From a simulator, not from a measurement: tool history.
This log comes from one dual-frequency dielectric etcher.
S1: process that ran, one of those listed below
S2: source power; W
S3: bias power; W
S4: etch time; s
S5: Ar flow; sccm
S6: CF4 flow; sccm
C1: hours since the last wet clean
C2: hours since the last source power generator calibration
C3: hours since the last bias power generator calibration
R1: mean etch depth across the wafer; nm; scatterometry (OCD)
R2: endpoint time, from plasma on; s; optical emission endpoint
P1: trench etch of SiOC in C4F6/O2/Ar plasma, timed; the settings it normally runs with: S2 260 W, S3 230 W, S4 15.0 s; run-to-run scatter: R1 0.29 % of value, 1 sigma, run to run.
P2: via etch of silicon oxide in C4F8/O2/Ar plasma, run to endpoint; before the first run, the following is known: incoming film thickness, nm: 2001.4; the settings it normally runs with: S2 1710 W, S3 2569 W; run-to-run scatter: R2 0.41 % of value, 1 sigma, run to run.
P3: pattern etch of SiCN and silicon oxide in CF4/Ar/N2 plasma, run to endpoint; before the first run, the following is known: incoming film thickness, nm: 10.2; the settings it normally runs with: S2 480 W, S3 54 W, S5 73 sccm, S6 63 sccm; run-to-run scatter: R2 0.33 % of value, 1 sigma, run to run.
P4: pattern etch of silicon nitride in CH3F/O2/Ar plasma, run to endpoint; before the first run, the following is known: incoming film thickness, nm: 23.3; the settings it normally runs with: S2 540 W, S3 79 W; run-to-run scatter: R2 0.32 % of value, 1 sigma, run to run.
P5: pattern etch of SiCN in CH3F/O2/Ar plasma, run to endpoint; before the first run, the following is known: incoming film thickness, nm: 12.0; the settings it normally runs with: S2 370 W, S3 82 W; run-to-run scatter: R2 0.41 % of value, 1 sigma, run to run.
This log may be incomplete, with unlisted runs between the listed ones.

| run | hour | S1 | S2 | S3 | S4 | S5 | S6 | C1 | C2 | C3 | R1 | R2 |
|---|---|---|---|---|---|---|---|---|---|---|---|---|
| 1 | 3.6 | P1 | 260 | 230 | 15.0 |  |  | 206.1 | 1755.1 | 1616.4 | 28.851 |  |
| 2 | 8.8 | P4 | 540 | 102 |  |  |  | 211.3 | 1760.3 | 1621.6 |  | 26.601 |
| 3 | 14.0 | P3 | 390 | 54 |  | 73 | 63 | 216.5 | 1765.5 | 1626.8 |  | 14.215 |
| 4 | 20.0 | P2 | 1710 | 1703 |  |  |  | 222.5 | 1771.5 | 1632.8 |  | 447.840 |
| 5 | 25.2 | P3 | 480 | 54 |  | 45 | 63 | 227.7 | 1776.7 | 1638.0 |  | 11.025 |
| 6 | 28.9 | P4 | 640 | 79 |  |  |  | 231.4 | 1780.4 | 1641.7 |  | 27.106 |
| 7 | 34.5 | P1 | 260 | 181 | 15.0 |  |  | 237.0 | 1786.0 | 1647.3 | 26.452 |  |
| 8 | 37.5 | P3 | 480 | 75 |  | 73 | 63 | 240.0 | 1789.0 | 1650.3 |  | 10.614 |
| 9 | 42.2 | P1 | 260 | 230 | 15.0 |  |  | 244.7 | 1793.7 | 1655.0 | 28.901 |  |
| 10 | 46.6 | P5 | 370 | 82 |  |  |  | 249.1 | 1798.1 | 1659.4 |  | 31.655 |
| 11 | 52.5 | P5 | 480 | 82 |  |  |  | 255.0 | 1804.0 | 1665.3 |  | 28.685 |
| 12 | 58.2 | P1 | 260 | 230 | 22.0 |  |  | 260.7 | 1809.7 | 1671.0 | 42.221 |  |
| 13 | 61.5 | P1 | 260 | 295 | 15.0 |  |  | 264.0 | 1813.0 | 1674.3 | 31.612 |  |
| 14 | 67.3 | P1 | 360 | 230 | 15.0 |  |  | 269.8 | 1818.8 | 1680.1 | 32.632 |  |
| 15 | 72.4 | P3 | 480 | 54 |  | 73 | 63 | 274.9 | 1823.9 | 1685.2 |  | 11.806 |
| 16 | 76.8 | P1 | 260 | 230 | 15.0 |  |  | 279.3 | 1828.3 | 1689.6 | 28.923 |  |
| 17 | 79.8 | P2 | 1710 | 2569 |  |  |  | 282.3 | 1831.3 | 1692.6 |  | 393.340 |
|  | 81.5 | source power generator calibrated |
| 18 | 84.8 | P1 | 160 | 230 | 15.0 |  |  | 287.3 | 3.3 | 1697.6 | 23.964 |  |
| 19 | 87.5 | P5 | 370 | 82 |  |  |  | 290.0 | 6.0 | 1700.3 |  | 31.666 |
| 20 | 93.7 | P5 | 370 | 50 |  |  |  | 296.2 | 12.2 | 1706.5 |  | 37.405 |
| 21 | 99.4 | P3 | 480 | 54 |  | 73 | 48 | 301.9 | 17.9 | 1712.2 |  | 12.348 |
| 22 | 104.2 | P2 | 1170 | 2569 |  |  |  | 306.7 | 22.7 | 1717.0 |  | 460.290 |
| 23 | 106.9 | P4 | 540 | 79 |  |  |  | 309.4 | 25.4 | 1719.7 |  | 29.023 |
| 24 | 113.0 | P1 | 260 | 230 | 15.0 |  |  | 315.5 | 31.5 | 1725.8 | 28.941 |  |
| 25 | 115.9 | P1 | 200 | 145 | 15.0 |  |  | 318.4 | 34.4 | 1728.7 | 22.410 |  |
| 26 | 119.5 | P1 | 260 | 230 | 15.0 |  |  | 322.0 | 38.0 | 1732.3 | 28.760 |  |
| 27 | 125.2 | P1 | 260 | 230 | 15.0 |  |  | 327.7 | 43.7 | 1738.0 | 28.881 |  |
| 28 | 127.9 | P1 | 260 | 230 | 11.5 |  |  | 330.4 | 46.4 | 1740.7 | 22.082 |  |
| 29 | 134.2 | P1 | 260 | 230 | 15.0 |  |  | 336.7 | 52.7 | 1747.0 | 28.861 |  |
| 30 | 136.9 | P1 | 260 | 230 | 15.0 |  |  | 339.4 | 55.4 | 1749.7 | 28.659 |  |
| 31 | 142.3 | P1 | 260 | 230 | 15.0 |  |  | 344.8 | 60.8 | 1755.1 | 28.490 |  |
|  | 146.4 | wet clean of the chamber |
| 32 | 147.0 | P1 | 260 | 230 | 15.0 |  |  | 0.7 | 65.5 | 1759.8 | 28.429 |  |
| 33 | 150.2 | P1 | 260 | 230 | 15.0 |  |  | 3.9 | 68.7 | 1763.0 | 28.462 |  |
| 34 | 153.1 | P1 | 260 | 230 | 15.0 |  |  | 6.8 | 71.6 | 1765.9 | 28.489 |  |
| 35 | 156.3 | P1 | 260 | 230 | 15.0 |  |  | 10.0 | 74.8 | 1769.1 | 28.330 |  |
| 36 | 161.2 | P1 | 260 | 230 | 15.0 |  |  | 14.9 | 79.7 | 1774.0 | 28.393 |  |
| 37 | 164.1 | P1 | 260 | 230 | 15.0 |  |  | 17.8 | 82.6 | 1776.9 | 28.577 |  |
| 38 | 167.1 | P1 | 260 | 230 | 15.0 |  |  | 20.8 | 85.6 | 1779.9 | 28.390 |  |

What P1 gives has crept off from where it sat before. The 2 causes that follow fit the log equally well, each at the size noted:
A: source power that arrives under what is set, % = 3.8
B: bias power that arrives under what is set, % = 4.23
The drift started at roughly hour 134.2.
Every other cause this tool's parts could produce, and why it does not fit the log:
chamber walls in a state that lowers the etch rate, %: was serviced at hour 146.4, once the creep was under way, yet the earlier output never came back

Which of the check runs below tells the causes apart, meaning the causes would give it clearly different results? Each run uses 2 wafers whose results are averaged, and each result is shown as a question mark.
| check 1 | 170.1 | P5 | 460 | 82 |  |  |  |  |  |  |  | ? |
| check 2 | 170.1 | P3 | 480 | 71 |  | 73 | 63 |  |  |  |  | ? |
| check 3 | 170.1 | P4 | 620 | 101 |  |  |  |  |  |  |  | ? |
| check 4 | 170.1 | P2 | 1430 | 1958 |  |  |  |  |  |  |  | ? |

Expected result of each check under each candidate cause:
| check | result | if A | if B |
|---|---|---|---|
| check 1 | R2 | 29.688 | 29.718 |
| check 2 | R2 | 11.186 | 10.960 |
| check 3 | R2 | 25.572 | 25.593 |
| check 4 | R2 | 465.940 | 464.630 |
Per-check spread between the two closest causes, in the result where they differ most: check 1 0.1 %; check 2 2.04 %; check 3 0.08 %; check 4 0.28 %
The other checks would show nearly matching results whichever cause is true, so check 2 is the only one that separates the causes.

Check 2 has now been run. It gave: R2 10.954 s. Which of the candidate causes is it?

The correct cause is B, namely: bias power that arrives under what is set, %.
